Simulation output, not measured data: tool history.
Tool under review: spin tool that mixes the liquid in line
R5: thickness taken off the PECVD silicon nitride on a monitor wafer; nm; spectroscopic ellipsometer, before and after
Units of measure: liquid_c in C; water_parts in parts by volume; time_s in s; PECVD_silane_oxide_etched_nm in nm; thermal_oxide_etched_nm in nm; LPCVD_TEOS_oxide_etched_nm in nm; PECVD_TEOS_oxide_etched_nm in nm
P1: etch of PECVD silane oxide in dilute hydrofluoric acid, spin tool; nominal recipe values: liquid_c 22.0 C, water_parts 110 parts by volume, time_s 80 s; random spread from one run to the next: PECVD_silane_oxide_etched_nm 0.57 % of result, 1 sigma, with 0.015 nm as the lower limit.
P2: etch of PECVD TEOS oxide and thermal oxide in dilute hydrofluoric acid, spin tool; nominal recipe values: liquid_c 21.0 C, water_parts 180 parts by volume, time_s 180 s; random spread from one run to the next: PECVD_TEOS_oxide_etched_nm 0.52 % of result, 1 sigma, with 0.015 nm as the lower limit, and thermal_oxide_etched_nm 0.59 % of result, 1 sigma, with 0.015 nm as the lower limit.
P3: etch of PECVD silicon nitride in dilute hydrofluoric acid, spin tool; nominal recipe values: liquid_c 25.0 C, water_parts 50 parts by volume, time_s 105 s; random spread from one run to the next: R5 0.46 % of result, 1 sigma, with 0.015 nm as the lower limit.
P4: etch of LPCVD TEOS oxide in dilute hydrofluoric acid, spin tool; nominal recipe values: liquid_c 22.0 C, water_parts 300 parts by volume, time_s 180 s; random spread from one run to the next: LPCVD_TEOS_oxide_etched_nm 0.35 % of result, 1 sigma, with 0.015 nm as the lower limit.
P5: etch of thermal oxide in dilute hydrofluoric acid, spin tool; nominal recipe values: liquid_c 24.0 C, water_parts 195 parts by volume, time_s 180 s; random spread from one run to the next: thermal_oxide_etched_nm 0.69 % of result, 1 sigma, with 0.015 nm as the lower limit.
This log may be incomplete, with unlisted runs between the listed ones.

run 1 hour=7.7 | process=P1 liquid_c=22.0 water_parts=110 time_s=80 | PECVD_silane_oxide_etched_nm=11.3080
run 2 hour=16.1 | process=P1 liquid_c=22.0 water_parts=30 time_s=15 | PECVD_silane_oxide_etched_nm=8.6002
run 3 hour=22.5 | process=P1 liquid_c=22.0 water_parts=110 time_s=80 | PECVD_silane_oxide_etched_nm=11.1570
run 4 hour=33.1 | process=P1 liquid_c=22.0 water_parts=110 time_s=80 | PECVD_silane_oxide_etched_nm=11.2010
run 5 hour=45.5 | process=P5 liquid_c=24.0 water_parts=195 time_s=180 | thermal_oxide_etched_nm=3.75880
run 6 hour=56.0 | process=P4 liquid_c=22.0 water_parts=300 time_s=180 | LPCVD_TEOS_oxide_etched_nm=10.32800
run 7 hour=67.2 | process=P1 liquid_c=22.0 water_parts=110 time_s=80 | PECVD_silane_oxide_etched_nm=11.1520
run 8 hour=80.8 | process=P2 liquid_c=21.0 water_parts=180 time_s=345 | thermal_oxide_etched_nm=7.25680 PECVD_TEOS_oxide_etched_nm=19.0520
run 9 hour=87.3 | process=P3 liquid_c=25.0 water_parts=20 time_s=105 | R5=18.3230
run 10 hour=93.7 | process=P1 liquid_c=22.0 water_parts=110 time_s=80 | PECVD_silane_oxide_etched_nm=11.1310
run 11 hour=106.7 | process=P2 liquid_c=17.0 water_parts=180 time_s=180 | thermal_oxide_etched_nm=3.28250 PECVD_TEOS_oxide_etched_nm=8.5223
run 12 hour=114.0 | process=P2 liquid_c=21.0 water_parts=180 time_s=180 | thermal_oxide_etched_nm=3.78030 PECVD_TEOS_oxide_etched_nm=9.9087
run 13 hour=120.8 | process=P1 liquid_c=29.0 water_parts=110 time_s=35 | PECVD_silane_oxide_etched_nm=6.4568
run 14 hour=129.4 | process=P4 liquid_c=22.0 water_parts=300 time_s=180 | LPCVD_TEOS_oxide_etched_nm=10.26900
run 15 hour=137.9 | process=P1 liquid_c=22.0 water_parts=110 time_s=15 | PECVD_silane_oxide_etched_nm=2.0885
run 16 hour=145.0 | process=P1 liquid_c=17.0 water_parts=110 time_s=80 | PECVD_silane_oxide_etched_nm=9.1394
run 17 hour=152.9 | process=P4 liquid_c=22.0 water_parts=300 time_s=15 | LPCVD_TEOS_oxide_etched_nm=0.87016
run 18 hour=161.2 | process=P2 liquid_c=21.0 water_parts=180 time_s=180 | thermal_oxide_etched_nm=3.81490 PECVD_TEOS_oxide_etched_nm=9.9939
run 19 hour=171.5 | process=P1 liquid_c=29.0 water_parts=110 time_s=80 | PECVD_silane_oxide_etched_nm=14.8730
run 20 hour=178.9 | process=P5 liquid_c=24.0 water_parts=195 time_s=180 | thermal_oxide_etched_nm=3.81060
run 21 hour=189.8 | process=P4 liquid_c=22.0 water_parts=115 time_s=180 | LPCVD_TEOS_oxide_etched_nm=32.24300
run 22 hour=201.0 | process=P3 liquid_c=25.0 water_parts=50 time_s=105 | R5=7.6047
run 23 hour=207.2 | process=P1 liquid_c=22.0 water_parts=110 time_s=145 | PECVD_silane_oxide_etched_nm=20.2550
run 24 hour=213.8 | process=P5 liquid_c=24.0 water_parts=75 time_s=180 | thermal_oxide_etched_nm=11.34100
run 25 hour=221.0 | process=P5 liquid_c=24.0 water_parts=195 time_s=45 | thermal_oxide_etched_nm=0.93546
run 26 hour=230.4 | process=P4 liquid_c=17.0 water_parts=300 time_s=180 | LPCVD_TEOS_oxide_etched_nm=8.59390
run 27 hour=242.5 | process=P3 liquid_c=25.0 water_parts=50 time_s=155 | R5=11.1790
run 28 hour=256.0 | process=P1 liquid_c=22.0 water_parts=155 time_s=80 | PECVD_silane_oxide_etched_nm=7.5771
run 29 hour=267.0 | process=P5 liquid_c=30.5 water_parts=195 time_s=180 | thermal_oxide_etched_nm=4.79670
run 30 hour=274.4 | process=P3 liquid_c=20.0 water_parts=50 time_s=105 | R5=5.3688
run 31 hour=286.1 | process=P2 liquid_c=21.0 water_parts=50 time_s=180 | thermal_oxide_etched_nm=15.68800 PECVD_TEOS_oxide_etched_nm=41.3030
run 32 hour=294.4 | process=P1 liquid_c=22.0 water_parts=55 time_s=80 | PECVD_silane_oxide_etched_nm=24.1030
run 33 hour=303.4 | process=P1 liquid_c=22.0 water_parts=110 time_s=80 | PECVD_silane_oxide_etched_nm=11.1770
run 34 hour=313.1 | process=P1 liquid_c=22.0 water_parts=110 time_s=80 | PECVD_silane_oxide_etched_nm=11.3430
run 35 hour=325.4 | process=P1 liquid_c=22.0 water_parts=110 time_s=80 | PECVD_silane_oxide_etched_nm=11.7360
run 36 hour=332.3 | process=P1 liquid_c=22.0 water_parts=110 time_s=80 | PECVD_silane_oxide_etched_nm=11.9090
run 37 hour=342.1 | process=P1 liquid_c=22.0 water_parts=110 time_s=80 | PECVD_silane_oxide_etched_nm=11.9250
run 38 hour=353.9 | process=P1 liquid_c=22.0 water_parts=110 time_s=80 | PECVD_silane_oxide_etched_nm=11.8700
run 39 hour=365.7 | process=P1 liquid_c=22.0 water_parts=110 time_s=80 | PECVD_silane_oxide_etched_nm=11.8880
run 40 hour=372.9 | process=P1 liquid_c=22.0 water_parts=110 time_s=80 | PECVD_silane_oxide_etched_nm=11.9510
run 41 hour=379.9 | process=P1 liquid_c=22.0 water_parts=110 time_s=80 | PECVD_silane_oxide_etched_nm=12.0270
run 42 hour=393.8 | process=P1 liquid_c=22.0 water_parts=110 time_s=80 | PECVD_silane_oxide_etched_nm=11.9220

The log shows P1 creeping away from where it was. Any of the 2 causes listed here, at the size stated for it, fits the log just as well as the others:
A: hydrofluoric acid flow above the setpoint (%) = 6.27
B: liquid hotter than its thermometer reads (K) = 1.72
The gradual shift began around hour 303.4.

4 check runs are offered, one wafer each, their results left as question marks. Which one tells the causes apart?
run check 1 hour=407.7 | process=P2 liquid_c=18.0 water_parts=180 time_s=330 | thermal_oxide_etched_nm=? PECVD_TEOS_oxide_etched_nm=?
run check 2 hour=407.7 | process=P3 liquid_c=21.0 water_parts=50 time_s=105 | R5=?
run check 3 hour=407.7 | process=P5 liquid_c=29.5 water_parts=195 time_s=180 | thermal_oxide_etched_nm=?
run check 4 hour=407.7 | process=P4 liquid_c=22.0 water_parts=160 time_s=100 | LPCVD_TEOS_oxide_etched_nm=?

What every check run would give for each of its results, assuming each possible cause in turn:
check=check_1 result=thermal_oxide_etched_nm if_A=6.62370 if_B=6.60360
check=check_1 result=PECVD_TEOS_oxide_etched_nm if_A=17.4060 if_B=17.3540
check=check_2 result=R5 if_A=6.1130 if_B=6.4823
check=check_3 result=thermal_oxide_etched_nm if_A=5.00080 if_B=4.92360
check=check_4 result=LPCVD_TEOS_oxide_etched_nm if_A=13.20200 if_B=13.13600
Smallest distance between any two causes, each pair judged by its most separating result, in per cent: check 1 0.3 %; check 2 5.87 %; check 3 1.56 %; check 4 0.5 %
The causes can be told apart only by check 2. The other checks would give nearly the same results under each of them.

Check 2 was then run and gave: R5 6.4775 nm. Which cause is it?

The cause is B: liquid hotter than its thermometer reads (K).
